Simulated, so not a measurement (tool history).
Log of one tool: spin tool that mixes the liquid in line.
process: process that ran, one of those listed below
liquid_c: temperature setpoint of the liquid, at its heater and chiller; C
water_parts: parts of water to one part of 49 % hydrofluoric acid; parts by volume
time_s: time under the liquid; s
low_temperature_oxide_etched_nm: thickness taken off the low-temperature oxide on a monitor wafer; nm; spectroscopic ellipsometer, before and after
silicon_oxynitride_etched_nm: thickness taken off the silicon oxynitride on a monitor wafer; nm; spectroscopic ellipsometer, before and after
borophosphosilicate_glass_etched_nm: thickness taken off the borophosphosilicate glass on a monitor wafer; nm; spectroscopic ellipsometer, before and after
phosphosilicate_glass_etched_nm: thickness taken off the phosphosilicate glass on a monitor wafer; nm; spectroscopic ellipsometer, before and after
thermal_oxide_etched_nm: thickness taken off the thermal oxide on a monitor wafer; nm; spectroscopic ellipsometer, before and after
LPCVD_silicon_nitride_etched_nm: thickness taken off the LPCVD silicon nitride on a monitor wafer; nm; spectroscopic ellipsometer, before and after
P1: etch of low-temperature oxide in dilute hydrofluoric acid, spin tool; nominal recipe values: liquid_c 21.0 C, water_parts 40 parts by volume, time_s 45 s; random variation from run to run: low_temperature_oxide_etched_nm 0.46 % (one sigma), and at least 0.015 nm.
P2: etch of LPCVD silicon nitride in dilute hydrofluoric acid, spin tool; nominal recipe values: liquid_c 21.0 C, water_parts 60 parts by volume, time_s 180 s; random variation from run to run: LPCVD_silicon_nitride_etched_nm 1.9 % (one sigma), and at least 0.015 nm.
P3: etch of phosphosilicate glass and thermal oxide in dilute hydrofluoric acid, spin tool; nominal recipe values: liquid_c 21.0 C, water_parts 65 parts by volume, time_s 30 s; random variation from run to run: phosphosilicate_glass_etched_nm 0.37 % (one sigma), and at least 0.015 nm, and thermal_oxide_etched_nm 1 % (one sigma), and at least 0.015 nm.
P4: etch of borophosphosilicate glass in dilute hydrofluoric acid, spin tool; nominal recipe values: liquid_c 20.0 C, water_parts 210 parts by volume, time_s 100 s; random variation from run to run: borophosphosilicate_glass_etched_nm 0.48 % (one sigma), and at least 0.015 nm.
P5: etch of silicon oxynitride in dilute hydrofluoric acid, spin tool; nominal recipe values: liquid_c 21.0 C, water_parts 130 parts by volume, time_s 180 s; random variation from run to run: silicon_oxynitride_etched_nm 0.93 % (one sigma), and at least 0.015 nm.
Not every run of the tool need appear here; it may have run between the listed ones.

| run | hour | process | liquid_c | water_parts | time_s | hours since the thermometer was replaced | hours since the hydrofluoric acid flow meter was replaced | low_temperature_oxide_etched_nm | silicon_oxynitride_etched_nm | borophosphosilicate_glass_etched_nm | phosphosilicate_glass_etched_nm | thermal_oxide_etched_nm | LPCVD_silicon_nitride_etched_nm |
|---|---|---|---|---|---|---|---|---|---|---|---|---|---|
| 1 | 12.9 | P1 | 21.0 | 40 | 45 | 567.4 | 316.8 | 23.9140 |  |  |  |  |  |
| 2 | 21.9 | P1 | 27.5 | 40 | 45 | 576.4 | 325.8 | 30.8800 |  |  |  |  |  |
| 3 | 36.0 | P5 | 21.0 | 130 | 180 | 590.5 | 339.9 |  | 2.71820 |  |  |  |  |
| 4 | 45.7 | P1 | 21.0 | 25 | 85 | 600.2 | 349.6 | 72.6370 |  |  |  |  |  |
| 5 | 58.5 | P5 | 21.0 | 130 | 15 | 613.0 | 362.4 |  | 0.21719 |  |  |  |  |
| 6 | 72.2 | P4 | 20.0 | 60 | 100 | 626.7 | 376.1 |  |  | 65.4840 |  |  |  |
| 7 | 87.7 | P4 | 17.0 | 210 | 100 | 642.2 | 391.6 |  |  | 14.3980 |  |  |  |
| 8 | 102.0 | P3 | 21.0 | 100 | 30 | 656.5 | 405.9 |  |  |  | 34.352 | 1.2514 |  |
| 9 | 115.5 | P5 | 26.0 | 130 | 180 | 670.0 | 419.4 |  | 3.43610 |  |  |  |  |
| 10 | 127.0 | P1 | 21.0 | 40 | 45 | 681.5 | 430.9 | 23.9800 |  |  |  |  |  |
| 11 | 140.2 | P1 | 21.0 | 40 | 45 | 694.7 | 444.1 | 23.7920 |  |  |  |  |  |
| 12 | 147.6 | P1 | 21.0 | 70 | 45 | 702.1 | 451.5 | 13.0750 |  |  |  |  |  |
| 13 | 163.5 | P3 | 21.0 | 65 | 30 | 718.0 | 467.4 |  |  |  | 55.194 | 1.9923 |  |
| 14 | 175.9 | P3 | 17.0 | 65 | 30 | 730.4 | 479.8 |  |  |  | 46.731 | 1.7128 |  |
| 15 | 186.7 | P1 | 21.0 | 40 | 45 | 741.2 | 490.6 | 23.7200 |  |  |  |  |  |
| 16 | 196.8 | P1 | 17.0 | 40 | 45 | 751.3 | 500.7 | 19.9260 |  |  |  |  |  |
| 17 | 212.8 | P2 | 17.0 | 60 | 180 | 767.3 | 516.7 |  |  |  |  |  | 0.98654 |
| 18 | 221.2 | P1 | 21.0 | 40 | 15 | 775.7 | 525.1 | 7.8852 |  |  |  |  |  |
| 19 | 231.5 | P1 | 21.0 | 20 | 45 | 786.0 | 535.4 | 48.9000 |  |  |  |  |  |
| 20 | 243.3 | P2 | 21.0 | 60 | 180 | 797.8 | 547.2 |  |  |  |  |  | 1.31540 |
| 21 | 252.0 | P5 | 21.0 | 35 | 180 | 806.5 | 555.9 |  | 10.78900 |  |  |  |  |
| 22 | 268.7 | P3 | 21.0 | 65 | 45 | 823.2 | 572.6 |  |  |  | 83.014 | 3.0979 |  |
| 23 | 277.8 | P5 | 21.0 | 130 | 180 | 832.3 | 581.7 |  | 2.75000 |  |  |  |  |
| 24 | 288.9 | P4 | 20.0 | 210 | 100 | 843.4 | 592.8 |  |  | 16.1020 |  |  |  |
| 25 | 298.8 | P3 | 21.0 | 65 | 30 | 853.3 | 602.7 |  |  |  | 55.127 | 2.0393 |  |
| 26 | 307.5 | P4 | 20.0 | 210 | 15 | 862.0 | 611.4 |  |  | 2.4295 |  |  |  |
| 27 | 324.4 | P1 | 21.0 | 40 | 45 | 878.9 | 628.3 | 23.7290 |  |  |  |  |  |
| 28 | 333.2 | P1 | 25.5 | 40 | 85 | 887.7 | 637.1 | 53.9960 |  |  |  |  |  |
| 29 | 343.7 | P1 | 21.0 | 40 | 45 | 898.2 | 647.6 | 23.8340 |  |  |  |  |  |
| 30 | 354.7 | P1 | 21.0 | 40 | 45 | 909.2 | 658.6 | 23.7290 |  |  |  |  |  |
| 31 | 371.0 | P2 | 21.0 | 20 | 180 | 925.5 | 674.9 |  |  |  |  |  | 3.91110 |
| 32 | 380.8 | P2 | 21.0 | 60 | 25 | 935.3 | 684.7 |  |  |  |  |  | 0.16555 |
| 33 | 395.9 | P1 | 21.0 | 40 | 75 | 950.4 | 699.8 | 39.2710 |  |  |  |  |  |
| 34 | 407.6 | P1 | 21.0 | 40 | 45 | 962.1 | 711.5 | 23.7640 |  |  |  |  |  |
| 35 | 420.1 | P1 | 21.0 | 40 | 45 | 974.6 | 724.0 | 24.4270 |  |  |  |  |  |

Run 36 comes next. What will it give?
| 36 | 429.4 | P1 | 21.0 | 40 | 45 | 983.9 | 733.3 | ? |  |  |  |  |  |

low_temperature_oxide_etched_nm: 24.8220 nm
